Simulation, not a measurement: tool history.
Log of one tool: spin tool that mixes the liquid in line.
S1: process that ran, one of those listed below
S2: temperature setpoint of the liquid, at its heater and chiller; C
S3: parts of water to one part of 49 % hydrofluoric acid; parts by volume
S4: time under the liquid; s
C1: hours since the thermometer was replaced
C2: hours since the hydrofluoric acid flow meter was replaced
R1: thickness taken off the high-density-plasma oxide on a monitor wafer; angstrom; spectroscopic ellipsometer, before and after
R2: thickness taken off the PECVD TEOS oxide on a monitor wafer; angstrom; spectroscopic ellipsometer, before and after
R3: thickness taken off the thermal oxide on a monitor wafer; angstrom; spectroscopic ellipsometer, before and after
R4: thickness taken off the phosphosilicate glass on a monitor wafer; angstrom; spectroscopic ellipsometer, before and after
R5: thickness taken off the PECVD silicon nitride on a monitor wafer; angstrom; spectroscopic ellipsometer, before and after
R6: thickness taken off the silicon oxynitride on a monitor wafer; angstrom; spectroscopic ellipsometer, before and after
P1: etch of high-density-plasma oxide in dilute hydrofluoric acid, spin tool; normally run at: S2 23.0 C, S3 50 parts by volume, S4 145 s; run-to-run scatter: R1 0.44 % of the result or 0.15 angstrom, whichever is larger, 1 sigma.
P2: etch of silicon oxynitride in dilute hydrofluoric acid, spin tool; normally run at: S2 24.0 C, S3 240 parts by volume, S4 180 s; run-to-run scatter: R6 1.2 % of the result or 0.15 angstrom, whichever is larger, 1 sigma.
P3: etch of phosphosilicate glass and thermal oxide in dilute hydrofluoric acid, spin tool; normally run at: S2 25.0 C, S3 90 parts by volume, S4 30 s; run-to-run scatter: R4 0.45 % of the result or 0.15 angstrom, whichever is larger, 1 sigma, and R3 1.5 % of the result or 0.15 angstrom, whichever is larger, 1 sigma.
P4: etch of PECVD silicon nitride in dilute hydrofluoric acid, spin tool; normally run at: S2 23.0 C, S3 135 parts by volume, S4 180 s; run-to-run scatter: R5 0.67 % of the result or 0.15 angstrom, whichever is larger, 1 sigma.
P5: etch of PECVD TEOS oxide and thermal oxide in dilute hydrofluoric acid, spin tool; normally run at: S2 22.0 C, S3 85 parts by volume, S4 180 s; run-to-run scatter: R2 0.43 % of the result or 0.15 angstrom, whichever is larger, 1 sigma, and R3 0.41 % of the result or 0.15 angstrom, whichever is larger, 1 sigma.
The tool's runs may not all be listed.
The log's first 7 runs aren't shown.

{"run": 8, "hour": 90.4, "S1": "P3", "S2": 30.0, "S3": 90, "S4": 30, "C1": 247.7, "C2": 1031.6, "R3": 19.421, "R4": 542.49}
{"run": 9, "hour": 103.3, "S1": "P1", "S2": 17.5, "S3": 50, "S4": 40, "C1": 260.6, "C2": 1044.5, "R1": 47.786}
{"run": 10, "hour": 116.3, "S1": "P1", "S2": 28.5, "S3": 50, "S4": 145, "C1": 273.6, "C2": 1057.5, "R1": 272.31}
{"run": 11, "hour": 122.9, "S1": "P1", "S2": 30.0, "S3": 70, "S4": 145, "C1": 280.2, "C2": 1064.1, "R1": 200.8}
{"run": 12, "hour": 133.6, "S1": "P4", "S2": 23.0, "S3": 135, "S4": 305, "C1": 290.9, "C2": 1074.8, "R5": 55.027}
{"run": 13, "hour": 146.8, "S1": "P3", "S2": 25.0, "S3": 90, "S4": 30, "C1": 304.1, "C2": 1088.0, "R3": 16.234, "R4": 445.15}
{"run": 14, "hour": 158.5, "S1": "P4", "S2": 23.0, "S3": 135, "S4": 180, "C1": 315.8, "C2": 1099.7, "R5": 32.244}
{"run": 15, "hour": 171.5, "S1": "P5", "S2": 22.0, "S3": 40, "S4": 180, "C1": 328.8, "C2": 1112.7, "R2": 367.97, "R3": 199.34}
{"run": 16, "hour": 179.3, "S1": "P1", "S2": 23.0, "S3": 75, "S4": 145, "C1": 336.6, "C2": 1120.5, "R1": 142.45}
{"run": 17, "hour": 192.3, "S1": "P1", "S2": 23.0, "S3": 50, "S4": 145, "C1": 349.6, "C2": 1133.5, "R1": 219.62}
{"run": 18, "hour": 204.7, "S1": "P4", "S2": 29.5, "S3": 135, "S4": 180, "C1": 362.0, "C2": 1145.9, "R5": 49.031}
{"run": 19, "hour": 218.8, "S1": "P5", "S2": 22.0, "S3": 85, "S4": 60, "C1": 376.1, "C2": 1160.0, "R2": 54.823, "R3": 29.571}
{"run": 20, "hour": 226.4, "S1": "P2", "S2": 24.0, "S3": 240, "S4": 180, "C1": 383.7, "C2": 1167.6, "R6": 16.148}
{"run": 21, "hour": 235.1, "S1": "P3", "S2": 25.0, "S3": 90, "S4": 60, "C1": 392.4, "C2": 1176.3, "R3": 31.947, "R4": 891.74}
{"run": 22, "hour": 247.9, "S1": "P1", "S2": 23.0, "S3": 50, "S4": 145, "C1": 405.2, "C2": 1189.1, "R1": 218.97}
{"run": 23, "hour": 261.0, "S1": "P1", "S2": 23.0, "S3": 50, "S4": 145, "C1": 418.3, "C2": 1202.2, "R1": 218.42}
{"run": 24, "hour": 276.1, "S1": "P4", "S2": 23.0, "S3": 190, "S4": 180, "C1": 433.4, "C2": 1217.3, "R5": 22.934}
{"run": 25, "hour": 289.2, "S1": "P1", "S2": 19.5, "S3": 50, "S4": 145, "C1": 446.5, "C2": 1230.4, "R1": 189.87}
{"run": 26, "hour": 302.1, "S1": "P2", "S2": 18.5, "S3": 240, "S4": 180, "C1": 459.4, "C2": 1243.3, "R6": 12.803}
{"run": 27, "hour": 309.9, "S1": "P2", "S2": 24.0, "S3": 360, "S4": 180, "C1": 467.2, "C2": 1251.1, "R6": 9.8053}

Run 28 comes next. What will it give?
{"run": 28, "hour": 322.9, "S1": "P2", "S2": 24.0, "S3": 240, "S4": 180, "C1": 480.2, "C2": 1264.1, "R6": "?"}

R6: 16.4800 angstrom
